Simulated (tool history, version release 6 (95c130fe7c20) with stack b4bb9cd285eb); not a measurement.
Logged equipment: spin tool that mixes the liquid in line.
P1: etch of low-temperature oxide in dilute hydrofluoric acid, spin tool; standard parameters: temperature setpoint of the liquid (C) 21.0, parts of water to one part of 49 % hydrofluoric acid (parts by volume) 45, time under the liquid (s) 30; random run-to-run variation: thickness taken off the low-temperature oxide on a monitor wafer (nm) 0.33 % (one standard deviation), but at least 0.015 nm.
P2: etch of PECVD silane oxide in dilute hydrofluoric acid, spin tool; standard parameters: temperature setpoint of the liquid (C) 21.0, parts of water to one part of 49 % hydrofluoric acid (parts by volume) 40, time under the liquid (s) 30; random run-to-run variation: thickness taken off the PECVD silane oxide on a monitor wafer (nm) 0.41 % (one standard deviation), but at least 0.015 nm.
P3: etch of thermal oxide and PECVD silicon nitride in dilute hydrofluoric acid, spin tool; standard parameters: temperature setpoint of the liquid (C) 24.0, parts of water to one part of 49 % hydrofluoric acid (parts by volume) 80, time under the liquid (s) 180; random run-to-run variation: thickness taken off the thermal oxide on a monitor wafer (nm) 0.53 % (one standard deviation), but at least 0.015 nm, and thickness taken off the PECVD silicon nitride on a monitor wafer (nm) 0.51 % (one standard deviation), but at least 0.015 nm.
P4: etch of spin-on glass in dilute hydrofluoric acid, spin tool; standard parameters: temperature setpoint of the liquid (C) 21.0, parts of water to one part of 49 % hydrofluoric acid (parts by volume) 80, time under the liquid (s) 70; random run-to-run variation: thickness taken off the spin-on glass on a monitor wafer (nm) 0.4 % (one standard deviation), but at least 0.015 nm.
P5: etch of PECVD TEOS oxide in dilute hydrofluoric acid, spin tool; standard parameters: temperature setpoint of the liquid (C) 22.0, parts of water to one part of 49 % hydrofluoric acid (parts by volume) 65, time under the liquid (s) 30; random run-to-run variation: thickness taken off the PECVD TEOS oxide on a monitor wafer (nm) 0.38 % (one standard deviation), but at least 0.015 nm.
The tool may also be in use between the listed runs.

run	hour	process that ran	temperature setpoint of the liquid (C)	parts of water to one part of 49 % hydrofluoric acid (parts by volume)	time under the liquid (s)	thickness taken off the low-temperature oxide on a monitor wafer (nm)	thickness taken off the PECVD silane oxide on a monitor wafer (nm)	thickness taken off the PECVD TEOS oxide on a monitor wafer (nm)	thickness taken off the thermal oxide on a monitor wafer (nm)	thickness taken off the PECVD silicon nitride on a monitor wafer (nm)	thickness taken off the spin-on glass on a monitor wafer (nm)
1	3.4	P1	21.0	45	30	14.4000					
2	7.8	P1	21.0	45	30	14.4990					
3	10.2	P2	21.0	40	30		17.207				
4	13.2	P5	22.0	65	15			2.6509			
5	15.8	P3	24.0	80	180				10.70400	12.6420	
6	20.0	P4	21.0	135	70						15.872
7	22.8	P3	18.5	80	180				8.49450	8.7187	
8	26.1	P2	21.0	40	45		25.835				
9	29.8	P2	26.0	40	30		21.344				
10	32.2	P1	27.5	45	30	18.9790					
11	34.5	P5	22.0	115	30			2.7976			
12	36.8	P1	21.0	45	15	7.2011					
13	40.7	P4	17.0	80	70						23.981
14	43.7	P3	24.0	80	15				0.89812	1.0810	
15	47.4	P5	22.0	65	30			5.2841			
16	49.6	P1	21.0	45	30	14.4940					
17	53.1	P1	21.0	45	30	14.5280					
18	56.1	P5	29.5	65	30			7.0900			
19	59.2	P1	17.0	45	60	24.2910					
20	62.6	P1	21.0	45	30	14.3890					
21	66.5	P3	24.0	115	180				7.17020	8.9909	
22	69.2	P1	21.0	65	30	9.6698					
23	71.2	P1	17.5	20	30	28.8750					
24	73.6	P1	21.0	45	60	28.9190					
25	76.9	P4	21.0	80	70						28.467
26	79.8	P1	21.0	20	30	33.6160					
27	83.1	P4	21.0	80	110						44.545
28	86.5	P4	21.0	80	70						28.566
29	89.8	P5	22.0	65	30			5.2854			
30	92.2	P2	21.0	20	30		35.681				
31	96.4	P1	21.0	45	30	14.4810					
32	99.7	P1	17.0	45	30	12.1590					
33	101.7	P1	21.0	45	30	14.4990					
34	104.9	P1	21.0	45	30	14.9890					
35	107.3	P1	21.0	45	30	15.3020					
36	110.8	P1	21.0	45	30	15.5200					
37	115.0	P1	21.0	45	30	15.7010					
38	119.3	P1	21.0	45	30	15.7440					
39	122.9	P1	21.0	45	30	15.8590					
40	126.8	P1	21.0	45	30	15.8500					

Compared with where it was, what P1 gives has crept away. Each cause listed below fits the log as well as the rest, at the size given for it:
A: hydrofluoric acid flow above the setpoint (%) = 8.81
B: liquid hotter than its thermometer reads (K) = 2.13
The creep began at about hour 101.7.

Listed below are the offered check runs, one wafer per run, with question marks in place of results. For which of them would the causes give clearly different outcomes?
check 1	130.7	P2	21.0	40	30		?				
check 2	130.7	P4	21.0	80	70						?
check 3	130.7	P3	24.0	80	180				?	?	
check 4	130.7	P5	22.0	65	30			?			

What each check would give under each cause:
check	result	if A	if B
check 1	thickness taken off the PECVD silane oxide on a monitor wafer (nm)	18.864	18.887
check 2	thickness taken off the spin-on glass on a monitor wafer (nm)	31.234	31.076
check 3	thickness taken off the thermal oxide on a monitor wafer (nm)	11.76500	11.67300
check 3	thickness taken off the PECVD silicon nitride on a monitor wafer (nm)	13.8290	14.6440
check 4	thickness taken off the PECVD TEOS oxide on a monitor wafer (nm)	5.7703	5.7495
Gap, in per cent, between the two causes that each check separates least, read from the result that separates them most: check 1 0.12 %; check 2 0.51 %; check 3 5.73 %; check 4 0.36 %
Check 3 is the one run that separates the causes; every other check would come out nearly the same whichever cause is at work.

Running check 3 produced the following: thickness taken off the thermal oxide on a monitor wafer (nm) 11.74300; thickness taken off the PECVD silicon nitride on a monitor wafer (nm) 13.8890. Which one of the listed causes fits?

It is A: hydrofluoric acid flow above the setpoint (%).
